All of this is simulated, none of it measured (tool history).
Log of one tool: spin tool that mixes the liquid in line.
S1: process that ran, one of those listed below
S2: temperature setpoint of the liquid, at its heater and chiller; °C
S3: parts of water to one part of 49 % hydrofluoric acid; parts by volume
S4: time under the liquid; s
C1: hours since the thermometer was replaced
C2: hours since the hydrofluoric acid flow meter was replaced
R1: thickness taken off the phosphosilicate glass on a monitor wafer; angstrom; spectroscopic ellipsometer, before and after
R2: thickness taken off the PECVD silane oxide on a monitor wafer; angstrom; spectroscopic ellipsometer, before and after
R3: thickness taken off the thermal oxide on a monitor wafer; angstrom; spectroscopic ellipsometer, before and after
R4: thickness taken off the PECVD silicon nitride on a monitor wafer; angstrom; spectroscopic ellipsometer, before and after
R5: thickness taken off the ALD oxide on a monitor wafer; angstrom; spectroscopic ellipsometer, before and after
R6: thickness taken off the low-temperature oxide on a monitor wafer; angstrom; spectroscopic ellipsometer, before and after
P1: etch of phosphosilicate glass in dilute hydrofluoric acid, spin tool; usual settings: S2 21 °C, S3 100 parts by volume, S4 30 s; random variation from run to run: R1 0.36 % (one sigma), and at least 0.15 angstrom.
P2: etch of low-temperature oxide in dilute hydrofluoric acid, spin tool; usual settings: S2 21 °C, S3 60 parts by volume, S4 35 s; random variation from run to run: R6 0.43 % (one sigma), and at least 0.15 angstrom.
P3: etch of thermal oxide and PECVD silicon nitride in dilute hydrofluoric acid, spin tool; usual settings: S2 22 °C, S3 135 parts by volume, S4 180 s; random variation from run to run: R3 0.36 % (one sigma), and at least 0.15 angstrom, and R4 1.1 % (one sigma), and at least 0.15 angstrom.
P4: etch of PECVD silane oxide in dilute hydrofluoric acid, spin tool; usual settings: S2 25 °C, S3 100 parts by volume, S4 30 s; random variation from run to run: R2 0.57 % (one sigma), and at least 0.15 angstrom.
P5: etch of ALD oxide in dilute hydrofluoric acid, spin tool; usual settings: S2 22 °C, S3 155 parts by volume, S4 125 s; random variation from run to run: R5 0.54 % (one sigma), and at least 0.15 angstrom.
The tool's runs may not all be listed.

run	hour	S1	S2	S3	S4	C1	C2	R1	R2	R3	R4	R5	R6
1	4.7	P1	21	100	30	190.5	1337.6	542.9					
2	13.6	P4	25	180	30	199.4	1346.5		30.702				
3	19.5	P3	22	135	180	205.3	1352.4			57.707	19.23		
4	26	P4	31	100	30	211.8	1358.9		76.802				
5	32.6	P5	22	240	125	218.4	1365.5					77.857	
6	42.3	P4	25	100	30	228.1	1375.2		61.145				
7	52.3	P2	21	60	55	238.1	1385.2						103.4
8	60.1	P1	21	100	30	245.9	1393	545.42					
9	66.9	P2	29	60	35	252.7	1399.8						90.803
10	72.9	P3	17	135	180	258.7	1405.8			47.462	14.49		
11	83	P5	22	155	125	268.8	1415.9					132.53	
12	92.2	P3	22	135	60	278	1425.1			19.397	6.446		
13	96.9	P1	21	100	15	282.7	1429.8	272.58					
14	105.9	P2	21	100	35	291.7	1438.8						37.647
15	115	P1	26	100	30	300.8	1447.9	667.09					
16	120.7	P1	28.5	100	15	306.5	1453.6	366.62					
17	129.8	P5	30	155	125	315.6	1462.7					176.81	
18	138	P1	21	150	30	323.8	1470.9	345.16					
19	143	P1	21	60	30	328.8	1475.9	957.63					
20	148.6	P3	22	135	180	334.4	1481.5			57.943	20.402		
21	158.2	P1	21	100	30	344	1491.1	544.93					
22	162.7	P2	21	60	35	348.5	1495.6						65.259
23	168.9	P5	22	155	125	354.7	1501.8					131.13	
24	176	P2	21	60	35	361.8	1508.9						65.804
25	182.9	P5	22	155	15	368.7	1515.8					15.634	
26	191	P1	21	100	30	376.8	1523.9	547.39					
27	199.5	P1	17	100	30	385.3	1532.4	460.81					
28	207.8	P4	25	100	15	393.6	1540.7		30.176				
29	214.1	P3	22	200	180	399.9	1547			36.666	13.516		
30	222.7	P1	21	100	50	408.5	1555.6	915.3					
31	231.8	P1	21	100	30	417.6	1564.7	547.18					
32	239.9	P1	21	100	30	425.7	1572.8	547.27					
33	244.5	P1	21	100	30	430.3	1577.4	535.48					
34	252	P1	21	100	30	437.8	1584.9	529.06					
35	257.1	P1	21	100	30	442.9	1590	523.98					

The next listed run, before its measurement:
36	265.5	P1	21	100	30	451.3	1598.4	?					

{"run 36": {"R1": 517.33}}

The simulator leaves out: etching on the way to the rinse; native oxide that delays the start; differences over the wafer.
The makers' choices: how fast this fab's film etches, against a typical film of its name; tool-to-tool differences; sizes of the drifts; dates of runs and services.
